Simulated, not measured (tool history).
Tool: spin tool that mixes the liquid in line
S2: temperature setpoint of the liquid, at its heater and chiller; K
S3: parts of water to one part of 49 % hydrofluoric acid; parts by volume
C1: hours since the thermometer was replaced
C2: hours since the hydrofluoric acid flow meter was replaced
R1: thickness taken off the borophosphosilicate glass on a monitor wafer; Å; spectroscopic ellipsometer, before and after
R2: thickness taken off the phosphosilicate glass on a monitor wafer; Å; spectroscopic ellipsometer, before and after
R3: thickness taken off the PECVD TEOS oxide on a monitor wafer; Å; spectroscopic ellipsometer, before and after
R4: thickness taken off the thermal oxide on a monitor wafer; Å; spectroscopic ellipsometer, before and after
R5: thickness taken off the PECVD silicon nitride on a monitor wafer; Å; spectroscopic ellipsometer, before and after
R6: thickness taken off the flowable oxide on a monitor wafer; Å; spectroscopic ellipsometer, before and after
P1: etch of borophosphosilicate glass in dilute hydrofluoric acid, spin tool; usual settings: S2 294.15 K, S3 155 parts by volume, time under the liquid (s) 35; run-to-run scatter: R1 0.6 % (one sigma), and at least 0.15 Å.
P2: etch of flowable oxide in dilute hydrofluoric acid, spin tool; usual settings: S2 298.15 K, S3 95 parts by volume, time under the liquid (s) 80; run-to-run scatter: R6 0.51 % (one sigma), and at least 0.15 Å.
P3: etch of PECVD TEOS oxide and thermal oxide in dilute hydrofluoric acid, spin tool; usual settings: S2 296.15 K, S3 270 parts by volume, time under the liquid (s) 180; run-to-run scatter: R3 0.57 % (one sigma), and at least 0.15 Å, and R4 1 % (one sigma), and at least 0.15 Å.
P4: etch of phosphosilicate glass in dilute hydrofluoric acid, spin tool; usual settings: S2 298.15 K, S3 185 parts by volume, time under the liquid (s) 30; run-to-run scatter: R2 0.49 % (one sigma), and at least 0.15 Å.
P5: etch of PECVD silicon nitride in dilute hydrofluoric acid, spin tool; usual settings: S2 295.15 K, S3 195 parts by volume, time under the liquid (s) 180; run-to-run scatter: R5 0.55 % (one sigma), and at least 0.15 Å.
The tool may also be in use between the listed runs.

{"run": 1, "hour": 5.7, "process that ran": "P1", "S2": 294.15, "S3": 155, "time under the liquid (s)": 35, "C1": 495.8, "C2": 547.4, "R1": 58.83}
{"run": 2, "hour": 12.8, "process that ran": "P1", "S2": 294.15, "S3": 155, "time under the liquid (s)": 50, "C1": 502.9, "C2": 554.5, "R1": 84.593}
{"run": 3, "hour": 18.4, "process that ran": "P4", "S2": 303.15, "S3": 185, "time under the liquid (s)": 30, "C1": 508.5, "C2": 560.1, "R2": 219.14}
{"run": 4, "hour": 25.8, "process that ran": "P3", "S2": 296.15, "S3": 480, "time under the liquid (s)": 180, "C1": 515.9, "C2": 567.5, "R3": 46.111, "R4": 10.876}
{"run": 5, "hour": 37.0, "process that ran": "P3", "S2": 296.15, "S3": 270, "time under the liquid (s)": 180, "C1": 527.1, "C2": 578.7, "R3": 97.996, "R4": 23.304}
{"run": 6, "hour": 43.2, "process that ran": "P5", "S2": 290.15, "S3": 195, "time under the liquid (s)": 180, "C1": 533.3, "C2": 584.9, "R5": 34.056}
{"run": 7, "hour": 54.3, "process that ran": "P2", "S2": 298.15, "S3": 95, "time under the liquid (s)": 80, "C1": 544.4, "C2": 596, "R6": 406.1}
{"run": 8, "hour": 65.7, "process that ran": "P5", "S2": 295.15, "S3": 345, "time under the liquid (s)": 180, "C1": 555.8, "C2": 607.4, "R5": 27.242}
{"run": 9, "hour": 77.1, "process that ran": "P1", "S2": 294.15, "S3": 155, "time under the liquid (s)": 35, "C1": 567.2, "C2": 618.8, "R1": 58.767}
{"run": 10, "hour": 84.4, "process that ran": "P3", "S2": 296.15, "S3": 270, "time under the liquid (s)": 320, "C1": 574.5, "C2": 626.1, "R3": 173.66, "R4": 43.186}
{"run": 11, "hour": 92.1, "process that ran": "P4", "S2": 298.15, "S3": 100, "time under the liquid (s)": 30, "C1": 582.2, "C2": 633.8, "R2": 377.36}
{"hour": 94.7, "done": "hydrofluoric acid flow meter replaced"}
{"run": 12, "hour": 100.8, "process that ran": "P2", "S2": 305.65, "S3": 95, "time under the liquid (s)": 80, "C1": 590.9, "C2": 6.1, "R6": 542.95}
{"run": 13, "hour": 111.8, "process that ran": "P1", "S2": 294.15, "S3": 155, "time under the liquid (s)": 35, "C1": 601.9, "C2": 17.1, "R1": 58.889}
{"run": 14, "hour": 120.0, "process that ran": "P5", "S2": 295.15, "S3": 195, "time under the liquid (s)": 275, "C1": 610.1, "C2": 25.3, "R5": 72.306}
{"run": 15, "hour": 125.2, "process that ran": "P1", "S2": 294.15, "S3": 155, "time under the liquid (s)": 35, "C1": 615.3, "C2": 30.5, "R1": 59.408}
{"run": 16, "hour": 131.0, "process that ran": "P3", "S2": 301.15, "S3": 270, "time under the liquid (s)": 180, "C1": 621.1, "C2": 36.3, "R3": 117.14, "R4": 28.446}
{"run": 17, "hour": 139.9, "process that ran": "P1", "S2": 290.15, "S3": 35, "time under the liquid (s)": 35, "C1": 630, "C2": 45.2, "R1": 253.12}
{"run": 18, "hour": 146.4, "process that ran": "P1", "S2": 294.15, "S3": 155, "time under the liquid (s)": 15, "C1": 636.5, "C2": 51.7, "R1": 24.974}
{"run": 19, "hour": 157.9, "process that ran": "P2", "S2": 298.15, "S3": 95, "time under the liquid (s)": 80, "C1": 648, "C2": 63.2, "R6": 407.79}
{"run": 20, "hour": 167.9, "process that ran": "P1", "S2": 294.15, "S3": 265, "time under the liquid (s)": 35, "C1": 658, "C2": 73.2, "R1": 31.456}
{"run": 21, "hour": 175.6, "process that ran": "P2", "S2": 298.15, "S3": 95, "time under the liquid (s)": 160, "C1": 665.7, "C2": 80.9, "R6": 822.86}
{"run": 22, "hour": 186.6, "process that ran": "P4", "S2": 298.15, "S3": 185, "time under the liquid (s)": 15, "C1": 676.7, "C2": 91.9, "R2": 92.032}
{"run": 23, "hour": 193.9, "process that ran": "P4", "S2": 298.15, "S3": 185, "time under the liquid (s)": 30, "C1": 684, "C2": 99.2, "R2": 182.18}
{"run": 24, "hour": 201.7, "process that ran": "P1", "S2": 294.15, "S3": 155, "time under the liquid (s)": 35, "C1": 691.8, "C2": 107, "R1": 59.166}
{"run": 25, "hour": 209.3, "process that ran": "P1", "S2": 294.15, "S3": 55, "time under the liquid (s)": 35, "C1": 699.4, "C2": 114.6, "R1": 186.91}
{"run": 26, "hour": 214.7, "process that ran": "P1", "S2": 299.15, "S3": 155, "time under the liquid (s)": 35, "C1": 704.8, "C2": 120, "R1": 71.648}
{"run": 27, "hour": 222.4, "process that ran": "P1", "S2": 294.15, "S3": 155, "time under the liquid (s)": 35, "C1": 712.5, "C2": 127.7, "R1": 59.386}
{"run": 28, "hour": 231.6, "process that ran": "P1", "S2": 290.15, "S3": 155, "time under the liquid (s)": 35, "C1": 721.7, "C2": 136.9, "R1": 50.277}

Run 29 comes next. What will it give?
{"run": 29, "hour": 239.3, "process that ran": "P5", "S2": 295.15, "S3": 195, "time under the liquid (s)": 180, "C1": 729.4, "C2": 144.6, "R5": "?"}

{"run 29": {"R5": 46.772}}
